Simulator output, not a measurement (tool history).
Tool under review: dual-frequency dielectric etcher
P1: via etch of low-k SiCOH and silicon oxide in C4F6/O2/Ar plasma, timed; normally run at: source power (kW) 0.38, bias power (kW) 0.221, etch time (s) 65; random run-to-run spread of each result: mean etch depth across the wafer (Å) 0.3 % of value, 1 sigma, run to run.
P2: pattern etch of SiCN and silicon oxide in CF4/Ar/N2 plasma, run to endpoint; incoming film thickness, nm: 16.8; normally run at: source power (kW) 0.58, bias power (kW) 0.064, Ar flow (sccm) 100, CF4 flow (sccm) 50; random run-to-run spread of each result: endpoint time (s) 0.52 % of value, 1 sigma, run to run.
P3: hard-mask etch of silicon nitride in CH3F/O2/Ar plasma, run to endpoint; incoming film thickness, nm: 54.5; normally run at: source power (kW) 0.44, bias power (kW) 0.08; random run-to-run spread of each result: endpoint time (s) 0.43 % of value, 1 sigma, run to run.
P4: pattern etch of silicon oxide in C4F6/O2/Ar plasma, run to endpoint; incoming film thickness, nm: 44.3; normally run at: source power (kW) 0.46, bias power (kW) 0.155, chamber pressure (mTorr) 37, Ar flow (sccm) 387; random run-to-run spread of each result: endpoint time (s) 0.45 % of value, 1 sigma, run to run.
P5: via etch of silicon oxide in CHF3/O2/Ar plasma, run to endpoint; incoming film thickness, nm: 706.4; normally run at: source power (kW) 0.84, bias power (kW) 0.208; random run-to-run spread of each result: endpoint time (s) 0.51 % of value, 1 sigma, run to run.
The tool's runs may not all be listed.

run,day,process that ran,source power (kW),bias power (kW),etch time (s),Ar flow (sccm),CF4 flow (sccm),chamber pressure (mTorr),mean etch depth across the wafer (Å),endpoint time (s)
1,0.329,P1,0.38,0.221,65,,,,1846.1,
2,0.654,P5,0.65,0.208,,,,,,318.2
3,0.992,P2,0.58,0.064,,100,50,,,17.771
4,1.417,P2,0.58,0.064,,62,50,,,16.574
5,1.8,P4,0.46,0.213,,387,,37,,13.07
6,1.996,P1,0.45,0.221,46.5,,,,1406.9,
7,2.358,P3,0.56,0.08,,,,,,66.577
8,2.712,P1,0.38,0.221,88,,,,2508,
9,3.042,P3,0.44,0.108,,,,,,65.444
# day 3.217: bias power generator calibrated
10,3.312,P4,0.46,0.155,,387,,46.5,,14.862
11,3.683,P1,0.38,0.15,65,,,,1632,
12,3.929,P3,0.44,0.08,,,,,,72.109
13,4.212,P1,0.49,0.221,65,,,,2039.6,
14,4.442,P2,0.58,0.064,,100,50,,,17.783
15,4.733,P2,0.38,0.064,,100,50,,,25.856
16,5.021,P1,0.25,0.221,41.5,,,,1006.8,
17,5.45,P1,0.38,0.221,65,,,,1834.7,
18,5.638,P2,0.58,0.044,,100,50,,,20.043
19,5.908,P1,0.38,0.221,50.5,,,,1434.9,
20,6.183,P4,0.46,0.155,,293,,37,,14.009
21,6.446,P4,0.46,0.155,,387,,37,,14.455
22,6.712,P5,0.84,0.27,,,,,,262.71
23,7.062,P5,0.84,0.208,,,,,,285.91
24,7.425,P2,0.58,0.064,,100,67,,,16.959
25,7.808,P1,0.38,0.221,65,,,,1846.3,
26,8.125,P1,0.28,0.221,65,,,,1641.8,
27,8.367,P4,0.66,0.155,,387,,37,,12.516
28,8.7,P1,0.38,0.298,65,,,,2049.4,
29,9.058,P1,0.38,0.221,65,,,,1845.7,
30,9.275,P1,0.44,0.154,65,,,,1741.9,
31,9.496,P1,0.38,0.221,65,,,,1848.7,
32,9.85,P5,0.84,0.208,,,,,,288.2
33,10.254,P1,0.38,0.221,65,,,,1842.8,
34,10.542,P1,0.38,0.221,65,,,,1832.5,
35,10.958,P1,0.38,0.221,65,,,,1833.6,

Run 36 has not been measured yet. What should we expect?
36,11.35,P1,0.38,0.221,65,,,,?,

mean etch depth across the wafer (Å): 1825.7
